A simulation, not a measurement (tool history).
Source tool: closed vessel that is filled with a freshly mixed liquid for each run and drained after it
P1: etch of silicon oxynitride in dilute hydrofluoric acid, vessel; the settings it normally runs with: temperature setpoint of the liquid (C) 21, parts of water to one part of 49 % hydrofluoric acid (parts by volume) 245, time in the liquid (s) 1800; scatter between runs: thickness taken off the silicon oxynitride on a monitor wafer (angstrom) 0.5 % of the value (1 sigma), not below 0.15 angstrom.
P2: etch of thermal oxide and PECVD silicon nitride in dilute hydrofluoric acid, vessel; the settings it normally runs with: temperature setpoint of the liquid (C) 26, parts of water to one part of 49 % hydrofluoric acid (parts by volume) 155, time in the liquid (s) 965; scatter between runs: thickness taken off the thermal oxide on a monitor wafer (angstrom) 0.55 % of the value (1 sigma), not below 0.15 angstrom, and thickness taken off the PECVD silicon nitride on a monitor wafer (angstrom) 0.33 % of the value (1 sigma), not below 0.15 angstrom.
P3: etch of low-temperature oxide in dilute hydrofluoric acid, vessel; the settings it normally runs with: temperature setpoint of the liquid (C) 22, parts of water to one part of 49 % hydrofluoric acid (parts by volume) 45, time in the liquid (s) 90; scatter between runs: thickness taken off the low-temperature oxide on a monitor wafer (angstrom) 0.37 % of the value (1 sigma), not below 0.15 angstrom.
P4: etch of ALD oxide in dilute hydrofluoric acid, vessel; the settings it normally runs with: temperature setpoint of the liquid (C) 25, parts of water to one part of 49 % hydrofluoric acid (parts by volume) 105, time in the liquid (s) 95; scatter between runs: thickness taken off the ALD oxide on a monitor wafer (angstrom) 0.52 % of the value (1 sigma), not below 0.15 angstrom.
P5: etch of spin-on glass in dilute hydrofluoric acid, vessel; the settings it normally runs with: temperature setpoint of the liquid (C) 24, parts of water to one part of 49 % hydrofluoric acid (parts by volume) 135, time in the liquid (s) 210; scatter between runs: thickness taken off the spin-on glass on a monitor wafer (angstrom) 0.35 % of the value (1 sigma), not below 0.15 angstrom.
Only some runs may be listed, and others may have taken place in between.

run   hour  process that ran  temperature setpoint of the liquid (C)  parts of water to one part of 49 % hydrofluoric acid (parts by volume)  time in the liquid (s)  hours since the thermometer was replaced  hours since the hydrofluoric acid flow meter was replaced  thickness taken off the silicon oxynitride on a monitor wafer (angstrom)  thickness taken off the ALD oxide on a monitor wafer (angstrom)  thickness taken off the spin-on glass on a monitor wafer (angstrom)  thickness taken off the thermal oxide on a monitor wafer (angstrom)  thickness taken off the PECVD silicon nitride on a monitor wafer (angstrom)  thickness taken off the low-temperature oxide on a monitor wafer (angstrom)
  1      7                P1                                      21                                                                     245                    1800                                    1653.3                                                         70                                                                    163.95
  2   14.6                P4                                      25                                                                      25                      95                                    1660.9                                                       77.6                                                                                                                                     838.97
  3   22.7                P1                                      21                                                                     125                    1800                                      1669                                                       85.7                                                                    348.03
  4   30.6                P5                                      24                                                                     135                     210                                    1676.9                                                       93.6                                                                                                                                                                                                          591.42
  5   41.5                P2                                      22                                                                     155                     965                                    1687.8                                                      104.5                                                                                                                                                                                                                                                                               272.11                                                                       310.31
  6   54.1                P1                                      21                                                                     245                    1800                                    1700.4                                                      117.1                                                                    162.89
  7   61.7                P1                                      21                                                                     245                    3285                                      1708                                                      124.7                                                                    299.99
  8     68                P1                                      21                                                                     245                    1800                                    1714.3                                                        131                                                                     163.3
  9   77.1                P1                                      21                                                                     245                     530                                    1723.4                                                      140.1                                                                    48.136
 10   84.2                P4                                      25                                                                     105                      95                                    1730.5                                                      147.2                                                                                                                                     179.69
 11   94.8                P1                                    25.5                                                                      65                    1800                                    1741.1                                                      157.8                                                                    876.86
 12  101.4                P3                                      22                                                                      45                     155                                    1747.7                                                      164.4                                                                                                                                                                                                                                                                                                                                                                                                                                         359.64
 13  107.9                P5                                      24                                                                      35                     210                                    1754.2                                                      170.9                                                                                                                                                                                                          2572.5
 14  119.3                P2                                      26                                                                     240                     965                                    1765.6                                                      182.3                                                                                                                                                                                                                                                                               184.57                                                                       259.02
 15  130.4                P3                                      22                                                                      20                      90                                    1776.7                                                      193.4                                                                                                                                                                                                                                                                                                                                                                                                                                         486.87
 16  140.4                P4                                      25                                                                     105                      30                                    1786.7                                                      203.4                                                                                                                                     57.362
 17  148.1                P1                                      21                                                                     385                    1800                                    1794.4                                                      211.1                                                                    95.598
 18  161.3                P4                                      17                                                                     105                      95                                    1807.6                                                      224.3                                                                                                                                     129.51
 19  171.8                P1                                      17                                                                     245                    1800                                    1818.1                                                      234.8                                                                     135.9
 20  184.1                P5                                      24                                                                     135                     410                                    1830.4                                                      247.1                                                                                                                                                                                                          1148.2
 21  195.5                P3                                      22                                                                      45                      90                                    1841.8                                                      258.5                                                                                                                                                                                                                                                                                                                                                                                                                                         208.39
     201.5  -- thermometer replaced
 22  207.5                P1                                      21                                                                     430                     900                                         6                                                      270.5                                                                    42.171
 23  217.1                P2                                      26                                                                     155                     965                                      15.6                                                      280.1                                                                                                                                                                                                                                                                               314.39                                                                       401.31
 24  229.3                P1                                    29.5                                                                     245                    1800                                      27.8                                                      292.3                                                                     237.4
 25    238                P1                                      21                                                                     245                    1800                                      36.5                                                        301                                                                    164.29
 26  243.9                P1                                      17                                                                     435                    1800                                      42.4                                                      306.9                                                                    69.459
 27  255.9                P5                                    19.5                                                                     135                     210                                      54.4                                                      318.9                                                                                                                                                                                                          497.48
 28  267.5                P3                                      30                                                                      45                      90                                        66                                                      330.5                                                                                                                                                                                                                                                                                                                                                                                                                                         290.26
 29  277.8                P2                                      26                                                                     155                      30                                      76.3                                                      340.8                                                                                                                                                                                                                                                                               9.7866                                                                       12.247
 30  284.8                P1                                      21                                                                     245                    1800                                      83.3                                                      347.8                                                                     163.7
 31  291.4                P1                                      21                                                                     245                    1800                                      89.9                                                      354.4                                                                    160.66
 32  302.7                P1                                      21                                                                     245                    1800                                     101.2                                                      365.7                                                                    154.85
 33  314.5                P1                                      21                                                                     245                    1800                                       113                                                      377.5                                                                    155.14
 34  321.6                P1                                      21                                                                     245                    1800                                     120.1                                                      384.6                                                                    153.35
 35  334.7                P1                                      21                                                                     245                    1800                                     133.2                                                      397.7                                                                    153.28
 36  341.8                P1                                      21                                                                     245                    1800                                     140.3                                                      404.8                                                                     151.9
 37  347.8                P1                                      21                                                                     245                    1800                                     146.3                                                      410.8                                                                     152.5
 38  353.6                P1                                      21                                                                     245                    1800                                     152.1                                                      416.6                                                                    152.08
 39  363.4                P1                                      21                                                                     245                    1800                                     161.9                                                      426.4                                                                    151.72

P1 no longer gives what it gave before; its output has crept away from where it was. The following 2 causes, each at its listed size, fit the log equally well:
A: liquid colder than its thermometer reads (K) = 1.77
B: hydrofluoric acid flow below the setpoint (%) = 6.67
Onset of the creep was near hour 284.8.

4 check runs are offered, each on 5 wafers whose results are averaged, their results left as question marks. Which one tells the causes apart?
check 1  373.2                P5                                    20.5                                                                      50                     210                                                                                                                                                                                                                                                                                                                    ?
check 2  373.2                P2                                      26                                                                     155                      35                                                                                                                                                                                                                                                                                                                                                                                         ?                                                                            ?
check 3  373.2                P3                                      26                                                                      45                      90                                                                                                                                                                                                                                                                                                                                                                                                                                                                                                                                                   ?
check 4  373.2                P4                                      25                                                                      65                      95                                                                                                                                                                                                                                               ?

Check results expected under each cause:
  check                                                                       result    if A    if B
check 1          thickness taken off the spin-on glass on a monitor wafer (angstrom)  1421.8  1424.8
check 2          thickness taken off the thermal oxide on a monitor wafer (angstrom)  10.737  10.572
check 2  thickness taken off the PECVD silicon nitride on a monitor wafer (angstrom)  13.006   13.59
check 3  thickness taken off the low-temperature oxide on a monitor wafer (angstrom)  229.64  229.38
check 4              thickness taken off the ALD oxide on a monitor wafer (angstrom)  286.08  285.12
Distance between the nearest two causes, measured in the result of the check that separates them most: check 1 0.21 %; check 2 4.39 %; check 3 0.11 %; check 4 0.33 %
Check 2 distinguishes between the causes, while the remaining checks would return nearly the same result for all of them.

Here is what check 2 returned: thickness taken off the thermal oxide on a monitor wafer (angstrom) 10.73; thickness taken off the PECVD silicon nitride on a monitor wafer (angstrom) 12.908. Which cause is it?

The correct cause is A, namely: liquid colder than its thermometer reads (K).
